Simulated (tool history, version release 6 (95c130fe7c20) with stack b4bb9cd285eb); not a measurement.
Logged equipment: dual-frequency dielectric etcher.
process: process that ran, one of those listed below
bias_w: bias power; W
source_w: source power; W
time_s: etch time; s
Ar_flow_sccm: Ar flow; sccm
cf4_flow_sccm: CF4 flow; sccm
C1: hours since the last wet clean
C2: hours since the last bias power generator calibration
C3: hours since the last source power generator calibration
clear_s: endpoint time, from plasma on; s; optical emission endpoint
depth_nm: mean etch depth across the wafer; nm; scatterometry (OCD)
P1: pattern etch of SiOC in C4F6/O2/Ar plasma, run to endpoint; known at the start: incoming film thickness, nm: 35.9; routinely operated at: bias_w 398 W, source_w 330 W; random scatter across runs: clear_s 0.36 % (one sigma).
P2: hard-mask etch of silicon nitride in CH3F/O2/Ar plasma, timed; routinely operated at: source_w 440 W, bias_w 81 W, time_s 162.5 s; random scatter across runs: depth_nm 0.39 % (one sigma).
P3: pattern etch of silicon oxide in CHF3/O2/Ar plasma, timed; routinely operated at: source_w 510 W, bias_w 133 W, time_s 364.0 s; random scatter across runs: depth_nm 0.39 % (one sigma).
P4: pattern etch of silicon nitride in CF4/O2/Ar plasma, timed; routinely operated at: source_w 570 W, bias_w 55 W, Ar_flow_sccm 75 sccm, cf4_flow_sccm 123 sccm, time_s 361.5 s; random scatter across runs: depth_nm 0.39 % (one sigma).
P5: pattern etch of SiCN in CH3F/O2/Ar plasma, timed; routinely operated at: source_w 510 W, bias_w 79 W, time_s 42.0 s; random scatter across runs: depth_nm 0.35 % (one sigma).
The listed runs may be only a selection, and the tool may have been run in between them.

{"run": 1, "hour": 3.1, "process": "P1", "bias_w": 398, "source_w": 330, "C1": 110.2, "C2": 1390.0, "C3": 1824.8, "clear_s": 13.9}
{"run": 2, "hour": 8.2, "process": "P5", "bias_w": 48, "source_w": 510, "time_s": 42.0, "C1": 115.3, "C2": 1395.1, "C3": 1829.9, "depth_nm": 14.835}
{"run": 3, "hour": 13.5, "process": "P4", "bias_w": 55, "source_w": 570, "time_s": 361.5, "Ar_flow_sccm": 75, "cf4_flow_sccm": 123, "C1": 120.6, "C2": 1400.4, "C3": 1835.2, "depth_nm": 865.48}
{"run": 4, "hour": 17.3, "process": "P4", "bias_w": 55, "source_w": 570, "time_s": 361.5, "Ar_flow_sccm": 75, "cf4_flow_sccm": 157, "C1": 124.4, "C2": 1404.2, "C3": 1839.0, "depth_nm": 877.85}
{"run": 5, "hour": 20.4, "process": "P5", "bias_w": 79, "source_w": 360, "time_s": 42.0, "C1": 127.5, "C2": 1407.3, "C3": 1842.1, "depth_nm": 15.39}
{"run": 6, "hour": 25.1, "process": "P4", "bias_w": 55, "source_w": 420, "time_s": 361.5, "Ar_flow_sccm": 75, "cf4_flow_sccm": 123, "C1": 132.2, "C2": 1412.0, "C3": 1846.8, "depth_nm": 664.94}
{"run": 7, "hour": 28.8, "process": "P4", "bias_w": 55, "source_w": 570, "time_s": 361.5, "Ar_flow_sccm": 92, "cf4_flow_sccm": 123, "C1": 135.9, "C2": 1415.7, "C3": 1850.5, "depth_nm": 842.23}
{"run": 8, "hour": 31.5, "process": "P1", "bias_w": 271, "source_w": 220, "C1": 138.6, "C2": 1418.4, "C3": 1853.2, "clear_s": 18.56}
{"run": 9, "hour": 35.1, "process": "P1", "bias_w": 398, "source_w": 330, "C1": 142.2, "C2": 1422.0, "C3": 1856.8, "clear_s": 13.952}
{"run": 10, "hour": 39.5, "process": "P5", "bias_w": 79, "source_w": 510, "time_s": 42.0, "C1": 146.6, "C2": 1426.4, "C3": 1861.2, "depth_nm": 17.613}
{"run": 11, "hour": 43.6, "process": "P2", "bias_w": 81, "source_w": 590, "time_s": 162.5, "C1": 150.7, "C2": 1430.5, "C3": 1865.3, "depth_nm": 136.96}
{"run": 12, "hour": 46.4, "process": "P1", "bias_w": 398, "source_w": 330, "C1": 153.5, "C2": 1433.3, "C3": 1868.1, "clear_s": 14.044}
{"run": 13, "hour": 50.4, "process": "P3", "bias_w": 133, "source_w": 510, "time_s": 364.0, "C1": 157.5, "C2": 1437.3, "C3": 1872.1, "depth_nm": 610.76}
{"run": 14, "hour": 55.4, "process": "P5", "bias_w": 79, "source_w": 510, "time_s": 62.0, "C1": 162.5, "C2": 1442.3, "C3": 1877.1, "depth_nm": 25.797}
{"run": 15, "hour": 58.2, "process": "P2", "bias_w": 97, "source_w": 440, "time_s": 162.5, "C1": 165.3, "C2": 1445.1, "C3": 1879.9, "depth_nm": 131.74}
{"hour": 61.8, "done": "source power generator calibrated"}
{"run": 16, "hour": 61.8, "process": "P5", "bias_w": 79, "source_w": 510, "time_s": 42.0, "C1": 168.9, "C2": 1448.7, "C3": 0.0, "depth_nm": 17.631}
{"run": 17, "hour": 64.2, "process": "P1", "bias_w": 321, "source_w": 250, "C1": 171.3, "C2": 1451.1, "C3": 2.4, "clear_s": 16.72}
{"run": 18, "hour": 66.7, "process": "P3", "bias_w": 133, "source_w": 510, "time_s": 364.0, "C1": 173.8, "C2": 1453.6, "C3": 4.9, "depth_nm": 609.21}
{"run": 19, "hour": 69.8, "process": "P1", "bias_w": 508, "source_w": 330, "C1": 176.9, "C2": 1456.7, "C3": 8.0, "clear_s": 12.728}
{"run": 20, "hour": 72.9, "process": "P2", "bias_w": 81, "source_w": 440, "time_s": 114.5, "C1": 180.0, "C2": 1459.8, "C3": 11.1, "depth_nm": 86.958}
{"run": 21, "hour": 77.5, "process": "P1", "bias_w": 398, "source_w": 330, "C1": 184.6, "C2": 1464.4, "C3": 15.7, "clear_s": 13.848}
{"run": 22, "hour": 81.4, "process": "P3", "bias_w": 133, "source_w": 510, "time_s": 260.0, "C1": 188.5, "C2": 1468.3, "C3": 19.6, "depth_nm": 436.99}
{"run": 23, "hour": 85.6, "process": "P2", "bias_w": 81, "source_w": 440, "time_s": 162.5, "C1": 192.7, "C2": 1472.5, "C3": 23.8, "depth_nm": 122.62}
{"run": 24, "hour": 88.5, "process": "P3", "bias_w": 93, "source_w": 510, "time_s": 364.0, "C1": 195.6, "C2": 1475.4, "C3": 26.7, "depth_nm": 549.65}
{"run": 25, "hour": 91.4, "process": "P1", "bias_w": 398, "source_w": 460, "C1": 198.5, "C2": 1478.3, "C3": 29.6, "clear_s": 12.351}
{"run": 26, "hour": 96.0, "process": "P1", "bias_w": 398, "source_w": 250, "C1": 203.1, "C2": 1482.9, "C3": 34.2, "clear_s": 15.429}
{"run": 27, "hour": 100.5, "process": "P3", "bias_w": 133, "source_w": 730, "time_s": 364.0, "C1": 207.6, "C2": 1487.4, "C3": 38.7, "depth_nm": 702.69}
{"run": 28, "hour": 104.0, "process": "P1", "bias_w": 234, "source_w": 330, "C1": 211.1, "C2": 1490.9, "C3": 42.2, "clear_s": 16.913}
{"run": 29, "hour": 106.4, "process": "P4", "bias_w": 69, "source_w": 570, "time_s": 361.5, "Ar_flow_sccm": 75, "cf4_flow_sccm": 123, "C1": 213.5, "C2": 1493.3, "C3": 44.6, "depth_nm": 935.01}
{"run": 30, "hour": 110.9, "process": "P2", "bias_w": 81, "source_w": 440, "time_s": 162.5, "C1": 218.0, "C2": 1497.8, "C3": 49.1, "depth_nm": 122.66}
{"run": 31, "hour": 113.7, "process": "P4", "bias_w": 55, "source_w": 570, "time_s": 205.0, "Ar_flow_sccm": 75, "cf4_flow_sccm": 123, "C1": 220.8, "C2": 1500.6, "C3": 51.9, "depth_nm": 488.02}
{"run": 32, "hour": 118.5, "process": "P1", "bias_w": 398, "source_w": 330, "C1": 225.6, "C2": 1505.4, "C3": 56.7, "clear_s": 13.918}
{"run": 33, "hour": 122.9, "process": "P1", "bias_w": 398, "source_w": 330, "C1": 230.0, "C2": 1509.8, "C3": 61.1, "clear_s": 14.067}
{"run": 34, "hour": 126.0, "process": "P1", "bias_w": 398, "source_w": 330, "C1": 233.1, "C2": 1512.9, "C3": 64.2, "clear_s": 13.981}
{"run": 35, "hour": 128.7, "process": "P1", "bias_w": 398, "source_w": 330, "C1": 235.8, "C2": 1515.6, "C3": 66.9, "clear_s": 14.166}
{"run": 36, "hour": 131.3, "process": "P1", "bias_w": 398, "source_w": 330, "C1": 238.4, "C2": 1518.2, "C3": 69.5, "clear_s": 14.102}
{"run": 37, "hour": 134.6, "process": "P1", "bias_w": 398, "source_w": 330, "C1": 241.7, "C2": 1521.5, "C3": 72.8, "clear_s": 14.134}
{"hour": 134.8, "done": "wet clean of the chamber"}
{"run": 38, "hour": 137.7, "process": "P1", "bias_w": 398, "source_w": 330, "C1": 3.0, "C2": 1524.6, "C3": 75.9, "clear_s": 14.166}
{"run": 39, "hour": 142.1, "process": "P1", "bias_w": 398, "source_w": 330, "C1": 7.4, "C2": 1529.0, "C3": 80.3, "clear_s": 14.106}
{"run": 40, "hour": 145.0, "process": "P1", "bias_w": 398, "source_w": 330, "C1": 10.3, "C2": 1531.9, "C3": 83.2, "clear_s": 14.156}
{"run": 41, "hour": 147.6, "process": "P1", "bias_w": 398, "source_w": 330, "C1": 12.9, "C2": 1534.5, "C3": 85.8, "clear_s": 14.226}
{"run": 42, "hour": 152.3, "process": "P1", "bias_w": 398, "source_w": 330, "C1": 17.6, "C2": 1539.2, "C3": 90.5, "clear_s": 14.128}

Something has made what P1 gives creep away from where it was; the 2 causes below, each at its own stated size, fit the log equally well:
A: source power that arrives under what is set, % = 4.72
B: bias power that arrives under what is set, % = 4.82
The onset of the drift is placed at about hour 122.9.
What rules out each remaining cause:
chamber walls in a state that lowers the etch rate, %: serviced at hour 134.8, after the change had begun; the process did not return to its earlier output

Which of the 4 check runs listed below, each an average over 2 wafers with its results shown as question marks, gives clearly different results under the different listed causes?
{"run": "check 1", "hour": 157.0, "process": "P3", "bias_w": 133, "source_w": 690, "time_s": 302.0, "depth_nm": "?"}
{"run": "check 2", "hour": 157.0, "process": "P4", "bias_w": 55, "source_w": 570, "time_s": 216.0, "Ar_flow_sccm": 86, "cf4_flow_sccm": 123, "depth_nm": "?"}
{"run": "check 3", "hour": 157.0, "process": "P2", "bias_w": 93, "source_w": 440, "time_s": 162.5, "depth_nm": "?"}
{"run": "check 4", "hour": 157.0, "process": "P5", "bias_w": 79, "source_w": 380, "time_s": 42.0, "depth_nm": "?"}

Expected result of each check under each candidate cause:
check=check_1 result=depth_nm if_A=560.080 if_B=562.100
check=check_2 result=depth_nm if_A=486.230 if_B=498.270
check=check_3 result=depth_nm if_A=126.610 if_B=126.660
check=check_4 result=depth_nm if_A=15.460 if_B=15.464
Gap, in per cent, between the two causes that each check separates least, read from the result that separates them most: check 1 0.36 %; check 2 2.45 %; check 3 0.04 %; check 4 0.03 %
Check 2 is the one run that separates the causes; every other check would come out nearly the same whichever cause is at work.

Check 2 was carried out, with these results: depth_nm 496.100 nm. Which of the listed causes is responsible?

The correct cause is B, namely: bias power that arrives under what is set, %.

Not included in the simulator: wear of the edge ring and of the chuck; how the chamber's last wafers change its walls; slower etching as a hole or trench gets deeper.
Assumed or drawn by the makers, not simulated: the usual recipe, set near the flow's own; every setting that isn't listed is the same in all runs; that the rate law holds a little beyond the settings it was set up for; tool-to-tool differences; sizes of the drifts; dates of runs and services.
